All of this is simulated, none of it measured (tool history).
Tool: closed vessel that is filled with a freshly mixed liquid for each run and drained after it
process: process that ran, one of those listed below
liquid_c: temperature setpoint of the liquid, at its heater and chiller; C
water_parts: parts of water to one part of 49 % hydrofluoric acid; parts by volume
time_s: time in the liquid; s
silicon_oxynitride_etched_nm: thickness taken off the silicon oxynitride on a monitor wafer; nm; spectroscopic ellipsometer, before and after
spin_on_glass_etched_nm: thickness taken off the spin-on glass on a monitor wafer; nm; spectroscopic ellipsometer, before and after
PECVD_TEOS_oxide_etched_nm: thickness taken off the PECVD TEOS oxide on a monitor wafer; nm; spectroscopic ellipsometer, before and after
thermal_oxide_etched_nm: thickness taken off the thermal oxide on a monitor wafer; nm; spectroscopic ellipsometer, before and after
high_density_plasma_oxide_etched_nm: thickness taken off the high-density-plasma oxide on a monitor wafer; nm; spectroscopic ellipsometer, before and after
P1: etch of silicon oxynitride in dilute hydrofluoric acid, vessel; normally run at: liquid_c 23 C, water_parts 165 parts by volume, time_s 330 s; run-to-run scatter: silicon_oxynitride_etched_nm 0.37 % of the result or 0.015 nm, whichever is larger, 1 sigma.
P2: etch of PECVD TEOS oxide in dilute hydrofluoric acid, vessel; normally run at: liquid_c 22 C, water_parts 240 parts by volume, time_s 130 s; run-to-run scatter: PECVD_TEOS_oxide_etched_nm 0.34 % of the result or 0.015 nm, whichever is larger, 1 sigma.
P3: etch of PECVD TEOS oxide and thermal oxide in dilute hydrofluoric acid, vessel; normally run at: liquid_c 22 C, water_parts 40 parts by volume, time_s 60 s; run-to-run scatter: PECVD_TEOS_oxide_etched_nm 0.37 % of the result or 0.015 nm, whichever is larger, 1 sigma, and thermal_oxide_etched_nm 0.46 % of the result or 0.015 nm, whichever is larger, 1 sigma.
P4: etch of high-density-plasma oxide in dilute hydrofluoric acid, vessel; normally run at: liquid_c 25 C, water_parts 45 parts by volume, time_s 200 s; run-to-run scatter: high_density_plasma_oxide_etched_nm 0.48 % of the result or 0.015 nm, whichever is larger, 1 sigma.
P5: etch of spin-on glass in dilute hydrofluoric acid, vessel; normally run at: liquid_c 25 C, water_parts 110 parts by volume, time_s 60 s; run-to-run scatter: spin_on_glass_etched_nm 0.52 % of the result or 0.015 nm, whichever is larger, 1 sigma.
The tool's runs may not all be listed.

| run | hour | process | liquid_c | water_parts | time_s | hours since the thermometer was replaced | hours since the hydrofluoric acid flow meter was replaced | silicon_oxynitride_etched_nm | spin_on_glass_etched_nm | PECVD_TEOS_oxide_etched_nm | thermal_oxide_etched_nm | high_density_plasma_oxide_etched_nm |
|---|---|---|---|---|---|---|---|---|---|---|---|---|
| 1 | 15 | P1 | 23 | 165 | 330 | 700.7 | 1253.2 | 5.8624 |  |  |  |  |
| 2 | 30.7 | P5 | 25 | 165 | 60 | 716.4 | 1268.9 |  | 13.047 |  |  |  |
| 3 | 41 | P1 | 23 | 165 | 330 | 726.7 | 1279.2 | 5.8239 |  |  |  |  |
| 4 | 51.2 | P1 | 30 | 110 | 330 | 736.9 | 1289.4 | 12.569 |  |  |  |  |
| 5 | 61.1 | P1 | 23 | 90 | 330 | 746.8 | 1299.3 | 11.353 |  |  |  |  |
| 6 | 77.8 | P1 | 23 | 165 | 330 | 763.5 | 1316 | 5.846 |  |  |  |  |
| 7 | 92.8 | P1 | 23 | 165 | 330 | 778.5 | 1331 | 5.8307 |  |  |  |  |
| 8 | 107.7 | P1 | 23 | 165 | 330 | 793.4 | 1345.9 | 5.7847 |  |  |  |  |
| 9 | 117.4 | P1 | 28 | 165 | 40 | 803.1 | 1355.6 | 0.8795 |  |  |  |  |
| 10 | 127.7 | P1 | 19 | 165 | 330 | 813.4 | 1365.9 | 4.8112 |  |  |  |  |
| 11 | 137.1 | P1 | 23 | 165 | 330 | 822.8 | 1375.3 | 5.8071 |  |  |  |  |
| 12 | 149 | P3 | 28 | 40 | 60 | 834.7 | 1387.2 |  |  | 25.111 | 9.1111 |  |
| 13 | 162.9 | P2 | 17 | 240 | 130 | 848.6 | 1401.1 |  |  | 10.372 |  |  |
| 14 | 170.6 | P4 | 25 | 75 | 200 | 856.3 | 1408.8 |  |  |  |  | 20.73 |
| 15 | 187.6 | P3 | 22 | 70 | 60 | 873.3 | 1425.8 |  |  | 10.833 | 3.8751 |  |
| 16 | 196.1 | P2 | 22 | 405 | 130 | 881.8 | 1434.3 |  |  | 6.4411 |  |  |
| 17 | 209.8 | P2 | 22 | 240 | 45 | 895.5 | 1448 |  |  | 4.3633 |  |  |
| 18 | 217.4 | P4 | 25 | 45 | 310 | 903.1 | 1455.6 |  |  |  |  | 55.982 |
| 19 | 231.7 | P4 | 17 | 45 | 200 | 917.4 | 1469.9 |  |  |  |  | 25.53 |
| 20 | 244 | P3 | 22 | 40 | 60 | 929.7 | 1482.2 |  |  | 19.467 | 7.1128 |  |
| 21 | 256.9 | P5 | 25 | 110 | 60 | 942.6 | 1495.1 |  | 20.93 |  |  |  |
| 22 | 270.7 | P2 | 22 | 240 | 130 | 956.4 | 1508.9 |  |  | 12.651 |  |  |
| 23 | 288.3 | P4 | 25 | 45 | 200 | 974 | 1526.5 |  |  |  |  | 35.989 |
| 24 | 304.7 | P1 | 23 | 165 | 60 | 990.4 | 1542.9 | 1.0429 |  |  |  |  |
| 25 | 316.7 | P1 | 23 | 50 | 550 | 1002.4 | 1554.9 | 34.997 |  |  |  |  |
| 26 | 330.5 | P1 | 28 | 165 | 330 | 1016.2 | 1568.7 | 7.3129 |  |  |  |  |
| 27 | 338.6 | P5 | 25 | 110 | 30 | 1024.3 | 1576.8 |  | 10.485 |  |  |  |
| 28 | 353.6 | P4 | 25 | 45 | 200 | 1039.3 | 1591.8 |  |  |  |  | 35.683 |
| 29 | 364.2 | P3 | 22 | 40 | 60 | 1049.9 | 1602.4 |  |  | 19.613 | 7.11 |  |
| 30 | 374.6 | P5 | 18.5 | 110 | 60 | 1060.3 | 1612.8 |  | 15.996 |  |  |  |
| 31 | 384.9 | P1 | 23 | 240 | 330 | 1070.6 | 1623.1 | 3.7788 |  |  |  |  |
| 32 | 398.8 | P1 | 23 | 165 | 585 | 1084.5 | 1637 | 10.289 |  |  |  |  |
| 33 | 415.5 | P3 | 22 | 40 | 30 | 1101.2 | 1653.7 |  |  | 9.8211 | 3.5195 |  |
| 34 | 430.7 | P2 | 22 | 240 | 130 | 1116.4 | 1668.9 |  |  | 12.578 |  |  |
| 35 | 445.3 | P1 | 23 | 165 | 330 | 1131 | 1683.5 | 5.8086 |  |  |  |  |
| 36 | 462.3 | P1 | 23 | 165 | 330 | 1148 | 1700.5 | 6.0756 |  |  |  |  |
| 37 | 474.3 | P1 | 23 | 165 | 330 | 1160 | 1712.5 | 6.1256 |  |  |  |  |
| 38 | 483 | P1 | 23 | 165 | 330 | 1168.7 | 1721.2 | 6.2249 |  |  |  |  |
| 39 | 491.6 | P1 | 23 | 165 | 330 | 1177.3 | 1729.8 | 6.237 |  |  |  |  |
| 40 | 507.2 | P1 | 23 | 165 | 330 | 1192.9 | 1745.4 | 6.3488 |  |  |  |  |
| 41 | 515.9 | P1 | 23 | 165 | 330 | 1201.6 | 1754.1 | 6.3273 |  |  |  |  |
| 42 | 531.2 | P1 | 23 | 165 | 330 | 1216.9 | 1769.4 | 6.3653 |  |  |  |  |
| 43 | 539.7 | P1 | 23 | 165 | 330 | 1225.4 | 1777.9 | 6.404 |  |  |  |  |
| 44 | 548.3 | P1 | 23 | 165 | 330 | 1234 | 1786.5 | 6.3912 |  |  |  |  |
| 45 | 562.4 | P1 | 23 | 165 | 330 | 1248.1 | 1800.6 | 6.3559 |  |  |  |  |
| 46 | 571.8 | P1 | 23 | 165 | 330 | 1257.5 | 1810 | 6.4447 |  |  |  |  |

What P1 gives has crept away from where it was. These 2 causes fit the log equally well, each at the size given:
A: hydrofluoric acid flow above the setpoint (%) = 8.92
B: liquid hotter than its thermometer reads (K) = 2.11
The creep began at about hour 445.3.

4 check runs are offered, one wafer each, their results left as question marks. Which one tells the causes apart?
| check 1 | 581.2 | P4 | 19 | 70 | 200 |  |  |  |  |  |  | ? |
| check 2 | 581.2 | P3 | 27 | 40 | 30 |  |  |  |  | ? | ? |  |
| check 3 | 581.2 | P2 | 17.5 | 345 | 130 |  |  |  |  | ? |  |  |
| check 4 | 581.2 | P5 | 18.5 | 110 | 60 |  |  |  | ? |  |  |  |

What each check would give under each cause:
| check | result | if A | if B |
|---|---|---|---|
| check 1 | high_density_plasma_oxide_etched_nm | 19.123 | 19.054 |
| check 2 | PECVD_TEOS_oxide_etched_nm | 13.205 | 13.133 |
| check 2 | thermal_oxide_etched_nm | 4.7668 | 4.7409 |
| check 3 | PECVD_TEOS_oxide_etched_nm | 7.5434 | 7.3053 |
| check 4 | spin_on_glass_etched_nm | 17.692 | 17.54 |
How far apart the two closest causes lie, in the result that separates them most: check 1 0.36 %; check 2 0.54 %; check 3 3.21 %; check 4 0.86 %
Only check 3 tells the causes apart: in the others they would give nearly the same result.

Then check 3 was run and gave: PECVD_TEOS_oxide_etched_nm 7.2952 nm. Which cause is it?

It is B: liquid hotter than its thermometer reads (K).
